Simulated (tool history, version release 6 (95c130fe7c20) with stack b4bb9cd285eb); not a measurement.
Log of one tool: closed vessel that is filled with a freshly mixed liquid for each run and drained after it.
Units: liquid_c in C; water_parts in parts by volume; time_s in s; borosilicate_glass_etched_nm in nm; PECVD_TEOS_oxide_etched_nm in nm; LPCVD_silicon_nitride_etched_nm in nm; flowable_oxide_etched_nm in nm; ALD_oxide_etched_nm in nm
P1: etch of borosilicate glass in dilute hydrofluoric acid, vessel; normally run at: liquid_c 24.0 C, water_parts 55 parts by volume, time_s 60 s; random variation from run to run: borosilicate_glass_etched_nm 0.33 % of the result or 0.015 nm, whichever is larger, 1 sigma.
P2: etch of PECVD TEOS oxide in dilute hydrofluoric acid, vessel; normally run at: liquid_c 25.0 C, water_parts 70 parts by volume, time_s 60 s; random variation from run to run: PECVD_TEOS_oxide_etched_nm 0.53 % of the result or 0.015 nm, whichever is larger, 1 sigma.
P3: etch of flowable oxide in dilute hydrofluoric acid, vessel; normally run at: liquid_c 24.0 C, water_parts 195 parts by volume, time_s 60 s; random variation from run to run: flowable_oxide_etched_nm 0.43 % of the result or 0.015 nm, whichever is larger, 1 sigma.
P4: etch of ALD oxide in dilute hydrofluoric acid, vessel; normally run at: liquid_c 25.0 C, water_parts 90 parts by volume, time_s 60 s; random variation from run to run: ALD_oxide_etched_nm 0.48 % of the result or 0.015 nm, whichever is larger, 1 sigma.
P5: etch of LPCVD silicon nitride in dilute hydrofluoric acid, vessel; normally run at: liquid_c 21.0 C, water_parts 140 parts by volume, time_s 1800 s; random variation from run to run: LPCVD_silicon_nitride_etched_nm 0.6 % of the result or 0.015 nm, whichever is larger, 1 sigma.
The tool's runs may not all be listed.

run,hour,process,liquid_c,water_parts,time_s,borosilicate_glass_etched_nm,PECVD_TEOS_oxide_etched_nm,LPCVD_silicon_nitride_etched_nm,flowable_oxide_etched_nm,ALD_oxide_etched_nm
1,12.3,P1,24.0,55,60,48.503,,,,
2,27.8,P1,24.0,95,110,48.765,,,,
3,35.7,P1,24.0,20,90,208.190,,,,
4,44.8,P2,18.0,70,60,,14.943,,,
5,59.8,P1,24.0,55,95,76.165,,,,
6,72.6,P5,21.0,140,785,,,2.3834,,
7,85.2,P3,24.0,195,30,,,,5.2123,
8,96.8,P4,25.0,90,60,,,,,9.2251
9,113.8,P4,33.5,90,60,,,,,12.7990
10,131.3,P2,25.0,70,60,,20.207,,,
11,143.7,P1,24.0,55,60,48.085,,,,
12,161.0,P5,21.0,140,1800,,,5.4772,,
13,174.4,P1,18.0,55,30,18.768,,,,
14,188.8,P1,24.0,55,60,48.092,,,,
15,203.2,P3,28.0,195,60,,,,11.9430,
16,212.2,P3,24.0,35,60,,,,70.5550,
17,222.2,P3,24.0,195,60,,,,10.3390,
18,238.1,P4,25.0,90,60,,,,,9.2846
19,252.3,P1,24.0,20,60,138.930,,,,
20,268.7,P5,27.5,140,1800,,,8.2446,,
21,281.9,P2,25.0,70,30,,10.094,,,
22,290.7,P2,25.0,20,60,,74.925,,,
23,302.4,P4,25.0,90,30,,,,,4.5982
24,318.8,P4,25.0,20,60,,,,,45.8350
25,329.6,P5,21.0,195,1800,,,3.9423,,
26,344.2,P1,24.0,90,60,28.046,,,,
27,355.4,P1,24.0,55,60,47.855,,,,
28,365.3,P1,19.0,55,60,38.937,,,,
29,375.1,P1,30.5,55,60,62.291,,,,
30,384.9,P1,24.0,55,30,23.999,,,,
31,394.2,P2,25.0,70,60,,20.023,,,
32,408.2,P1,24.0,55,60,48.042,,,,
33,424.3,P1,24.0,55,60,46.171,,,,
34,433.4,P1,24.0,55,60,45.460,,,,
35,444.9,P1,24.0,55,60,45.189,,,,
36,455.6,P1,24.0,55,60,44.504,,,,
37,471.3,P1,24.0,55,60,44.317,,,,
38,483.6,P1,24.0,55,60,44.615,,,,
39,491.9,P1,24.0,55,60,44.207,,,,
40,502.4,P1,24.0,55,60,44.269,,,,

What P1 gives has crept away from where it was. These 2 causes fit the log equally well, each at the size given:
A: liquid colder than its thermometer reads (K) = 2.05
B: hydrofluoric acid flow below the setpoint (%) = 7.56
The creep began at about hour 408.2.

4 check runs are offered, each on 2 wafers whose results are averaged, their results left as question marks. Which one tells the causes apart?
check 1,512.9,P4,25.0,20,60,,,,,?
check 2,512.9,P2,25.0,30,60,,?,,,
check 3,512.9,P3,24.0,75,60,,,,?,
check 4,512.9,P5,21.0,190,850,,,?,,

What each check would give under each cause:
check,result,if A,if B
check 1,ALD_oxide_etched_nm,41.8280,42.0580
check 2,PECVD_TEOS_oxide_etched_nm,45.334,45.511
check 3,flowable_oxide_etched_nm,28.6560,28.5740
check 4,LPCVD_silicon_nitride_etched_nm,1.6692,1.7694
How far apart the two closest causes lie, in the result that separates them most: check 1 0.55 %; check 2 0.39 %; check 3 0.29 %; check 4 5.83 %
Only check 4 tells the causes apart: in the others they would give nearly the same result.

Then check 4 was run and gave: LPCVD_silicon_nitride_etched_nm 1.6608 nm. Which cause is it?

It is A: liquid colder than its thermometer reads (K).

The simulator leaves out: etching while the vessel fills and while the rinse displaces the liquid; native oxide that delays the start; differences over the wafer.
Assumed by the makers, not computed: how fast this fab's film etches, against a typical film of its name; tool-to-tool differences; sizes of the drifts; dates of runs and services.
